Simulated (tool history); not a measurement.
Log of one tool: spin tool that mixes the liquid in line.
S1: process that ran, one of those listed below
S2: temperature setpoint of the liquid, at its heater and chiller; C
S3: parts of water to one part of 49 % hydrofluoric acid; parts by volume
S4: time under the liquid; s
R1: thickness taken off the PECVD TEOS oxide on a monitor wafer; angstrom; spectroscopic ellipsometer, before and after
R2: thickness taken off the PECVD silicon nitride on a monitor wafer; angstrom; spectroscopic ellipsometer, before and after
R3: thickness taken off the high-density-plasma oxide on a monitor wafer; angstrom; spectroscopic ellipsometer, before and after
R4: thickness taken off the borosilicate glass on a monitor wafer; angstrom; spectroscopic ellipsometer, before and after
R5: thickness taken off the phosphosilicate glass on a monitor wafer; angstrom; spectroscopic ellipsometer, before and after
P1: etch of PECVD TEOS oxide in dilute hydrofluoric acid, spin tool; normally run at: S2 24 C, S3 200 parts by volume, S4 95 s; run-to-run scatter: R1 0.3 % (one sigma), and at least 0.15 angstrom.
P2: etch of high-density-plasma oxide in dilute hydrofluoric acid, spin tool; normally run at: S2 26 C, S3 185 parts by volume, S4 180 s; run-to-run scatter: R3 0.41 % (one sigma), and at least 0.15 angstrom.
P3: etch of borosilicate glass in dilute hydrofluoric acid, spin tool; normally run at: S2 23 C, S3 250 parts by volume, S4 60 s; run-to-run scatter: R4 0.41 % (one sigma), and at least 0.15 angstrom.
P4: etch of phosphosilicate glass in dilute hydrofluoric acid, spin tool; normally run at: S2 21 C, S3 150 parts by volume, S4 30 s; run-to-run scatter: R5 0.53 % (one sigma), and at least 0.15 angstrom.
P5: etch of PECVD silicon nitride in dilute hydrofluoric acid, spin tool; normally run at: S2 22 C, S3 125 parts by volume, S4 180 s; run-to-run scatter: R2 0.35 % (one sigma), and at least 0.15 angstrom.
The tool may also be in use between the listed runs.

run,hour,S1,S2,S3,S4,R1,R2,R3,R4,R5
1,4.9,P1,24,200,95,92.722,,,,
2,9.4,P1,24,200,135,131.88,,,,
3,12.2,P5,22,200,180,,44.785,,,
4,17.4,P1,24,335,95,48.269,,,,
5,21.3,P2,26,185,180,,,88.914,,
6,24.2,P3,23,250,25,,,,27.699,
7,28.2,P1,24,200,95,93.048,,,,
8,31.1,P5,26,125,180,,91.912,,,
9,35.1,P4,28,150,30,,,,,374.95
10,39,P5,22,125,35,,13.613,,,
11,42.8,P3,23,250,60,,,,66.723,
12,47.5,P1,28,200,95,107.29,,,,
# hour 48.3: thermometer replaced
13,52.6,P3,23,150,60,,,,123.25,
14,57,P3,19,250,60,,,,57.215,
15,60.2,P2,26,315,180,,,45.366,,
16,63.7,P4,21,150,30,,,,,286.87
17,66.9,P1,24,200,35,34.019,,,,
18,69.5,P1,24,200,95,93.291,,,,
19,73.3,P2,32.5,185,180,,,112.57,,
20,76.5,P1,24,70,95,308.64,,,,
21,81.2,P1,24,200,95,92.998,,,,
22,85.6,P3,23,250,60,,,,66.599,
23,89.6,P2,26,185,85,,,42.061,,
24,92,P1,17,200,95,70.212,,,,
25,97.1,P5,22,125,180,,70.425,,,
26,101.8,P4,21,150,55,,,,,524.1
27,107.1,P4,21,55,30,,,,,868.46
28,109.7,P1,19,95,95,178.68,,,,
29,113.1,P1,24,200,95,92.683,,,,
30,117.9,P1,24,200,95,96.637,,,,
31,121.5,P1,24,200,95,98.046,,,,
32,126.2,P1,24,200,95,99.785,,,,
33,131.3,P1,24,200,95,99.671,,,,
34,135.4,P1,24,200,95,100.18,,,,
35,139.3,P1,24,200,95,100.84,,,,
36,142.1,P1,24,200,95,100.69,,,,

What P1 gives has crept away from where it was. These 2 causes fit the log equally well, each at the size given:
A: liquid hotter than its thermometer reads (K) = 2.26
B: hydrofluoric acid flow above the setpoint (%) = 7.05
The creep began at about hour 113.1.

4 check runs are offered, one wafer each, their results left as question marks. Which one tells the causes apart?
check 1,144.9,P4,21,150,50,,,,,?
check 2,144.9,P2,26,270,180,,,?,,
check 3,144.9,P3,23,180,60,,,,?,
check 4,144.9,P5,22,125,55,,?,,,

What each check would give under each cause:
check,result,if A,if B
check 1,R5,523.7,518.85
check 2,R3,59.907,60.504
check 3,R4,107.79,107.4
check 4,R2,25.067,23.104
How far apart the two closest causes lie, in the result that separates them most: check 1 0.93 %; check 2 0.99 %; check 3 0.36 %; check 4 8.16 %
Only check 4 tells the causes apart: in the others they would give nearly the same result.

Check 4 was then run and gave: R2 25.035 angstrom. Which cause is it?

It is A: liquid hotter than its thermometer reads (K).

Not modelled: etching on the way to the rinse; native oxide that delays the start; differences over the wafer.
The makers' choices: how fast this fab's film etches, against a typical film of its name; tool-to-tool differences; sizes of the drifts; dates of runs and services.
